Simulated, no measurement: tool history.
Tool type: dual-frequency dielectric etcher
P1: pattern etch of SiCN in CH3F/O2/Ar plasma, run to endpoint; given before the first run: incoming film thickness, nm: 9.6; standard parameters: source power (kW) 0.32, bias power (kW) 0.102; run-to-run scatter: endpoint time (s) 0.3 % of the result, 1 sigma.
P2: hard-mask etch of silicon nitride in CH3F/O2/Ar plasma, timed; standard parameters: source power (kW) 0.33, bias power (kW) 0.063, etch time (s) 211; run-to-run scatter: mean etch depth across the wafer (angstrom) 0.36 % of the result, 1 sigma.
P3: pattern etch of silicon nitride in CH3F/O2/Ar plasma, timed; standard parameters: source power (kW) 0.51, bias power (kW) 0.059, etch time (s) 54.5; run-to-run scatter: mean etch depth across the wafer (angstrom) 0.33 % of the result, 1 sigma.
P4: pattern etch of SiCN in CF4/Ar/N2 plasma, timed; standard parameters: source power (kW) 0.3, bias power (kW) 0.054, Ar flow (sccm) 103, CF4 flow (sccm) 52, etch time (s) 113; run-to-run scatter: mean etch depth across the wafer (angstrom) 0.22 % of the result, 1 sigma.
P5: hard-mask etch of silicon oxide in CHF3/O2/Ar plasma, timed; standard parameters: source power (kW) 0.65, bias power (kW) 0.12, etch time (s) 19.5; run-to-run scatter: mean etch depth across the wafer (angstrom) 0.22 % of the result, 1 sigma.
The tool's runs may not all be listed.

| run | hour | process that ran | source power (kW) | bias power (kW) | Ar flow (sccm) | CF4 flow (sccm) | etch time (s) | hours since the last wet clean | hours since the last source power generator calibration | hours since the last bias power generator calibration | endpoint time (s) | mean etch depth across the wafer (angstrom) |
|---|---|---|---|---|---|---|---|---|---|---|---|---|
| 1 | 7.3 | P1 | 0.32 | 0.102 |  |  |  | 172 | 2838.7 | 488.8 | 24.502 |  |
| 2 | 17.6 | P1 | 0.44 | 0.102 |  |  |  | 182.3 | 2849 | 499.1 | 21.84 |  |
| 3 | 28 | P4 | 0.3 | 0.054 | 103 | 52 | 113 | 192.7 | 2859.4 | 509.5 |  | 584.63 |
| 4 | 34.8 | P1 | 0.41 | 0.135 |  |  |  | 199.5 | 2866.2 | 516.3 | 20.201 |  |
| 5 | 44.9 | P4 | 0.3 | 0.054 | 103 | 33 | 113 | 209.6 | 2876.3 | 526.4 |  | 537.34 |
| 6 | 52.1 | P2 | 0.33 | 0.063 |  |  | 211 | 216.8 | 2883.5 | 533.6 |  | 1279.2 |
| 7 | 58.5 | P2 | 0.33 | 0.083 |  |  | 211 | 223.2 | 2889.9 | 540 |  | 1405.3 |
| 8 | 71.4 | P1 | 0.32 | 0.102 |  |  |  | 236.1 | 2902.8 | 552.9 | 24.752 |  |
| 9 | 78.1 | P4 | 0.3 | 0.054 | 103 | 52 | 142 | 242.8 | 2909.5 | 559.6 |  | 731.4 |
| 10 | 87.7 | P5 | 0.89 | 0.12 |  |  | 19.5 | 252.4 | 2919.1 | 569.2 |  | 382.87 |
| 11 | 94.9 | P3 | 0.37 | 0.059 |  |  | 54.5 | 259.6 | 2926.3 | 576.4 |  | 343.16 |
| 12 | 107.1 | P2 | 0.33 | 0.063 |  |  | 211 | 271.8 | 2938.5 | 588.6 |  | 1280.6 |
| 13 | 120.6 | P1 | 0.32 | 0.102 |  |  |  | 285.3 | 2952 | 602.1 | 24.491 |  |
| 14 | 131.2 | P1 | 0.32 | 0.135 |  |  |  | 295.9 | 2962.6 | 612.7 | 22.021 |  |
| 15 | 140.9 | P1 | 0.32 | 0.102 |  |  |  | 305.6 | 2972.3 | 622.4 | 24.515 |  |
| 16 | 148.6 | P4 | 0.3 | 0.054 | 134 | 52 | 113 | 313.3 | 2980 | 630.1 |  | 555.16 |
| 17 | 162.8 | P1 | 0.21 | 0.102 |  |  |  | 327.5 | 2994.2 | 644.3 | 28.826 |  |
| 18 | 176.1 | P3 | 0.51 | 0.059 |  |  | 54.5 | 340.8 | 3007.5 | 657.6 |  | 388.29 |
| 19 | 186.7 | P2 | 0.33 | 0.063 |  |  | 116 | 351.4 | 3018.1 | 668.2 |  | 704.44 |
| 20 | 200.5 | P3 | 0.51 | 0.059 |  |  | 75 | 365.2 | 3031.9 | 682 |  | 535.58 |
| 21 | 208.3 | P5 | 0.65 | 0.12 |  |  | 19.5 | 373 | 3039.7 | 689.8 |  | 337.17 |
| 22 | 218.3 | P4 | 0.3 | 0.054 | 103 | 52 | 113 | 383 | 3049.7 | 699.8 |  | 581.5 |
|  | 226.7 | source power generator calibrated |
| 23 | 232.9 | P5 | 0.65 | 0.163 |  |  | 19.5 | 397.6 | 6.3 | 714.4 |  | 371.83 |
| 24 | 244.1 | P2 | 0.42 | 0.063 |  |  | 211 | 408.8 | 17.5 | 725.6 |  | 1404.5 |
| 25 | 255 | P1 | 0.32 | 0.102 |  |  |  | 419.7 | 28.4 | 736.5 | 24.612 |  |
|  | 263.4 | bias power generator calibrated |
| 26 | 264.2 | P5 | 0.65 | 0.12 |  |  | 29.5 | 428.9 | 37.6 | 0.8 |  | 510.61 |
| 27 | 275.2 | P4 | 0.37 | 0.054 | 103 | 52 | 113 | 439.9 | 48.6 | 11.8 |  | 699.34 |
| 28 | 284 | P4 | 0.3 | 0.074 | 103 | 52 | 113 | 448.7 | 57.4 | 20.6 |  | 652.78 |
| 29 | 292.8 | P1 | 0.32 | 0.102 |  |  |  | 457.5 | 66.2 | 29.4 | 24.534 |  |
| 30 | 299.3 | P3 | 0.51 | 0.059 |  |  | 54.5 | 464 | 72.7 | 35.9 |  | 387.32 |
| 31 | 311.7 | P3 | 0.51 | 0.077 |  |  | 54.5 | 476.4 | 85.1 | 48.3 |  | 425.62 |
| 32 | 324.2 | P1 | 0.32 | 0.067 |  |  |  | 488.9 | 97.6 | 60.8 | 28.669 |  |
| 33 | 330.6 | P1 | 0.32 | 0.102 |  |  |  | 495.3 | 104 | 67.2 | 24.743 |  |
| 34 | 345 | P1 | 0.32 | 0.102 |  |  |  | 509.7 | 118.4 | 81.6 | 24.503 |  |
| 35 | 353 | P1 | 0.32 | 0.102 |  |  |  | 517.7 | 126.4 | 89.6 | 24.776 |  |
| 36 | 366.8 | P1 | 0.32 | 0.102 |  |  |  | 531.5 | 140.2 | 103.4 | 24.931 |  |
| 37 | 378.1 | P1 | 0.32 | 0.102 |  |  |  | 542.8 | 151.5 | 114.7 | 24.915 |  |
| 38 | 387.7 | P1 | 0.32 | 0.102 |  |  |  | 552.4 | 161.1 | 124.3 | 24.855 |  |
| 39 | 401 | P1 | 0.32 | 0.102 |  |  |  | 565.7 | 174.4 | 137.6 | 24.944 |  |
|  | 402.4 | wet clean of the chamber |
| 40 | 409.4 | P1 | 0.32 | 0.102 |  |  |  | 7.1 | 182.8 | 146 | 25.069 |  |
| 41 | 423.2 | P1 | 0.32 | 0.102 |  |  |  | 20.9 | 196.6 | 159.8 | 25.064 |  |
| 42 | 430.5 | P1 | 0.32 | 0.102 |  |  |  | 28.2 | 203.9 | 167.1 | 24.981 |  |

What P1 gives has crept away from where it was. These 2 causes fit the log equally well, each at the size given:
A: source power that arrives under what is set, % = 4.02
B: bias power that arrives under what is set, % = 3.86
The drift started at roughly hour 345.
Each remaining cause and why it is not a fit:
chamber walls in a state that lowers the etch rate, %: maintenance at hour 402.4, after the shift began, did not return the process to its former output

Below are 4 check runs, each on a single wafer, with their results shown as question marks. Which of them would tell the listed causes apart, meaning the causes would give clearly different results under it?
| check 1 | 437.8 | P2 | 0.33 | 0.063 |  |  | 144 |  |  |  |  | ? |
| check 2 | 437.8 | P4 | 0.3 | 0.054 | 124 | 52 | 113 |  |  |  |  | ? |
| check 3 | 437.8 | P3 | 0.4 | 0.072 |  |  | 54.5 |  |  |  |  | ? |
| check 4 | 437.8 | P5 | 0.87 | 0.12 |  |  | 27.5 |  |  |  |  | ? |

Expected result of each check under each candidate cause:
| check | result | if A | if B |
|---|---|---|---|
| check 1 | mean etch depth across the wafer (angstrom) | 862.72 | 864.77 |
| check 2 | mean etch depth across the wafer (angstrom) | 544.94 | 556.72 |
| check 3 | mean etch depth across the wafer (angstrom) | 372.4 | 373.2 |
| check 4 | mean etch depth across the wafer (angstrom) | 524.81 | 527.22 |
Smallest distance between any two causes, each pair judged by its most separating result, in per cent: check 1 0.24 %; check 2 2.14 %; check 3 0.21 %; check 4 0.46 %
Only check 2 tells the causes apart: in the others they would give nearly the same result.

Check 2 was then run and gave: mean etch depth across the wafer (angstrom) 544.27. Which cause is it?

It was cause A: source power that arrives under what is set, %.
